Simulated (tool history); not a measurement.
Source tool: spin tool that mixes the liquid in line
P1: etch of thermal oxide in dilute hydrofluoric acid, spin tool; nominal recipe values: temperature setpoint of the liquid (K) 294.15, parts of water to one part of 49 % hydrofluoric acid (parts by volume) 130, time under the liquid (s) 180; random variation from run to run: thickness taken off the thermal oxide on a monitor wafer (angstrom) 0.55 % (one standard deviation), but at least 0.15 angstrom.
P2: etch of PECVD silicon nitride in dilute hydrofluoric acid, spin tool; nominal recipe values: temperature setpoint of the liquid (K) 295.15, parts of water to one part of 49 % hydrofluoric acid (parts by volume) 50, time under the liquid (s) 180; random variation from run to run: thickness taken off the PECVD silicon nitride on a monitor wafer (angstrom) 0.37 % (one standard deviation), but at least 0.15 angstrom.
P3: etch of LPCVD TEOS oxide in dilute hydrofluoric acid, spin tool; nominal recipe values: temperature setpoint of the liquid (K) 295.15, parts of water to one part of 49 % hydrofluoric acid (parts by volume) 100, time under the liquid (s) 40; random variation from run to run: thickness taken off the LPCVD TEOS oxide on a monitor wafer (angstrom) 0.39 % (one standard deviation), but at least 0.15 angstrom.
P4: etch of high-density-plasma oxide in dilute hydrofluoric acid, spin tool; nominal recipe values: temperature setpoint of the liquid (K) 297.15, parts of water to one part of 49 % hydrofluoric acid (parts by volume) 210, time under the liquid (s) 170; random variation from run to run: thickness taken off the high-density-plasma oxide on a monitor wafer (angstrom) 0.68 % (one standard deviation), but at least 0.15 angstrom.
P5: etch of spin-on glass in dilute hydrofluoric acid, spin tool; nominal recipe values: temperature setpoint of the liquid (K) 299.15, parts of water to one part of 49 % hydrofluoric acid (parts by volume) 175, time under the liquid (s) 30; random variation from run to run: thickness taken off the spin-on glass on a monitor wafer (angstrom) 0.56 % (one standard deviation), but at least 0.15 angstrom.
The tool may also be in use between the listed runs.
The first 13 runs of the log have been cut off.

| run | hour | process that ran | temperature setpoint of the liquid (K) | parts of water to one part of 49 % hydrofluoric acid (parts by volume) | time under the liquid (s) | hours since the thermometer was replaced | hours since the hydrofluoric acid flow meter was replaced | thickness taken off the thermal oxide on a monitor wafer (angstrom) | thickness taken off the PECVD silicon nitride on a monitor wafer (angstrom) | thickness taken off the high-density-plasma oxide on a monitor wafer (angstrom) | thickness taken off the LPCVD TEOS oxide on a monitor wafer (angstrom) | thickness taken off the spin-on glass on a monitor wafer (angstrom) |
|---|---|---|---|---|---|---|---|---|---|---|---|---|
| 14 | 86.4 | P1 | 294.15 | 195 | 320 | 744.6 | 460.9 | 62.0650 |  |  |  |  |
| 15 | 92.6 | P1 | 294.15 | 130 | 330 | 750.8 | 467.1 | 102.3900 |  |  |  |  |
| 16 | 99.4 | P1 | 294.15 | 130 | 180 | 757.6 | 473.9 | 56.1740 |  |  |  |  |
| 17 | 104.5 | P3 | 295.15 | 100 | 40 | 762.7 | 479.0 |  |  |  | 135.860 |  |
| 18 | 113.5 | P1 | 294.15 | 130 | 180 | 771.7 | 488.0 | 56.6060 |  |  |  |  |
| 19 | 118.3 | P4 | 297.15 | 95 | 170 | 776.5 | 492.8 |  |  | 103.170 |  |  |
| 20 | 123.5 | P5 | 299.15 | 175 | 30 | 781.7 | 498.0 |  |  |  |  | 58.836 |
| 21 | 133.0 | P2 | 295.15 | 20 | 180 | 791.2 | 507.5 |  | 366.14 |  |  |  |
| 22 | 141.2 | P1 | 294.15 | 130 | 180 | 799.4 | 515.7 | 56.9690 |  |  |  |  |
| 23 | 149.7 | P2 | 295.15 | 50 | 280 | 807.9 | 524.2 |  | 232.81 |  |  |  |
| 24 | 157.7 | P5 | 299.15 | 175 | 50 | 815.9 | 532.2 |  |  |  |  | 99.049 |
| 25 | 165.9 | P2 | 295.15 | 50 | 180 | 824.1 | 540.4 |  | 150.52 |  |  |  |
| 26 | 173.5 | P5 | 303.65 | 175 | 30 | 831.7 | 548.0 |  |  |  |  | 69.269 |
| 27 | 180.3 | P1 | 290.15 | 130 | 180 | 838.5 | 554.8 | 47.3100 |  |  |  |  |
| 28 | 188.7 | P1 | 294.15 | 130 | 15 | 846.9 | 563.2 | 4.5399 |  |  |  |  |
| 29 | 198.0 | P5 | 299.15 | 175 | 30 | 856.2 | 572.5 |  |  |  |  | 59.034 |
| 30 | 204.2 | P1 | 294.15 | 130 | 180 | 862.4 | 578.7 | 55.9940 |  |  |  |  |
| 31 | 210.4 | P3 | 295.15 | 100 | 15 | 868.6 | 584.9 |  |  |  | 50.778 |  |
| 32 | 219.5 | P3 | 300.15 | 100 | 40 | 877.7 | 594.0 |  |  |  | 165.610 |  |
| 33 | 225.1 | P1 | 294.15 | 130 | 180 | 883.3 | 599.6 | 56.5540 |  |  |  |  |
| 34 | 230.5 | P1 | 294.15 | 130 | 180 | 888.7 | 605.0 | 57.6580 |  |  |  |  |
| 35 | 237.7 | P1 | 294.15 | 130 | 180 | 895.9 | 612.2 | 57.8540 |  |  |  |  |
| 36 | 245.8 | P1 | 294.15 | 130 | 180 | 904.0 | 620.3 | 58.8290 |  |  |  |  |
| 37 | 252.2 | P1 | 294.15 | 130 | 180 | 910.4 | 626.7 | 59.1880 |  |  |  |  |
| 38 | 256.4 | P1 | 294.15 | 130 | 180 | 914.6 | 630.9 | 59.2260 |  |  |  |  |

For run 39, what comes out?
| 39 | 261.8 | P1 | 294.15 | 130 | 180 | 920.0 | 636.3 | ? |  |  |  |  |

Run 39 yielded thickness taken off the thermal oxide on a monitor wafer (angstrom) 59.9200.
